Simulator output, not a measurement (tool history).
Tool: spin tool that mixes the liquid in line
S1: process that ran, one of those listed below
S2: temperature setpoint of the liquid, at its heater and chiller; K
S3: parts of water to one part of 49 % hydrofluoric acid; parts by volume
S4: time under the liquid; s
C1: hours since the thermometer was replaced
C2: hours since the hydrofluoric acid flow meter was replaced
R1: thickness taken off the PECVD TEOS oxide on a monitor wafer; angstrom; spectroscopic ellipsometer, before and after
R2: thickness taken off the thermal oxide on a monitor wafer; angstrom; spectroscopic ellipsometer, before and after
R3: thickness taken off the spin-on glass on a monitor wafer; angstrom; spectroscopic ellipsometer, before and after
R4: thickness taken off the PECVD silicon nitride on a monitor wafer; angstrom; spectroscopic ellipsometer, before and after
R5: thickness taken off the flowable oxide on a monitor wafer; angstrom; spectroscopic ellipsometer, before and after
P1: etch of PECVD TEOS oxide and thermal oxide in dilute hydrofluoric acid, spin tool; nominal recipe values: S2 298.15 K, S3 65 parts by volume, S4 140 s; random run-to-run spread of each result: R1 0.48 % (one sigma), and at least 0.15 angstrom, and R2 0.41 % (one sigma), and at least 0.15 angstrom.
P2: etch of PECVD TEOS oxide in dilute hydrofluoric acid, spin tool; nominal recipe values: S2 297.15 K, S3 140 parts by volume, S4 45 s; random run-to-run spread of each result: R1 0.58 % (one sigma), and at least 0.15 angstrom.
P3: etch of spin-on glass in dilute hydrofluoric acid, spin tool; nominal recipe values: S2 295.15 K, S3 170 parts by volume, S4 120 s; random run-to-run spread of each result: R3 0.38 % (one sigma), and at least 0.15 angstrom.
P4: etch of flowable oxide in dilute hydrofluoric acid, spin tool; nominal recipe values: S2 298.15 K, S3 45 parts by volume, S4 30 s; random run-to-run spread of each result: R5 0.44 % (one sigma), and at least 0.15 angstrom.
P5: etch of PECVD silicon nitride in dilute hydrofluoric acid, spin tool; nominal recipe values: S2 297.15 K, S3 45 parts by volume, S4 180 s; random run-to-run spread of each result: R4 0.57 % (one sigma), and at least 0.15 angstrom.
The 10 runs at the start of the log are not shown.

run,hour,S1,S2,S3,S4,C1,C2,R1,R2,R3,R4,R5
11,90.5,P1,302.15,65,140,462.4,682.5,625.790,137.340,,,
12,101.1,P2,301.15,140,45,473.0,693.1,52.801,,,,
13,108.8,P1,291.65,65,140,480.7,700.8,408.560,90.222,,,
14,115.6,P4,298.15,75,30,487.5,707.6,,,,,104.75
15,123.7,P2,297.15,140,15,495.6,715.7,15.257,,,,
16,131.9,P3,295.15,170,120,503.8,723.9,,,236.84,,
17,138.0,P1,298.15,65,140,509.9,730.0,537.310,117.190,,,
18,144.8,P2,297.15,35,45,516.7,736.8,207.710,,,,
19,152.7,P2,297.15,140,45,524.6,744.7,45.761,,,,
20,162.2,P3,295.15,170,70,534.1,754.2,,,138.28,,
21,167.8,P4,290.15,45,30,539.7,759.8,,,,,129.40
22,175.7,P5,297.15,25,180,547.6,767.7,,,,379.930,
23,184.3,P1,298.15,65,140,556.2,776.3,533.490,116.900,,,
24,189.7,P5,290.15,45,180,561.6,781.7,,,,132.490,
25,197.1,P1,298.15,95,140,569.0,789.1,349.540,77.056,,,
26,205.0,P1,298.15,65,20,576.9,797.0,76.234,16.594,,,
27,215.0,P5,297.15,45,180,586.9,807.0,,,,213.480,
28,223.1,P5,297.15,45,180,595.0,815.1,,,,213.280,
29,232.9,P1,298.15,65,140,604.8,824.9,531.610,116.870,,,

Expected results for the next run?
30,238.2,P1,298.15,65,140,610.1,830.2,?,?,,,

Run 30 measured R1 530.690 angstrom, R2 116.820 angstrom.
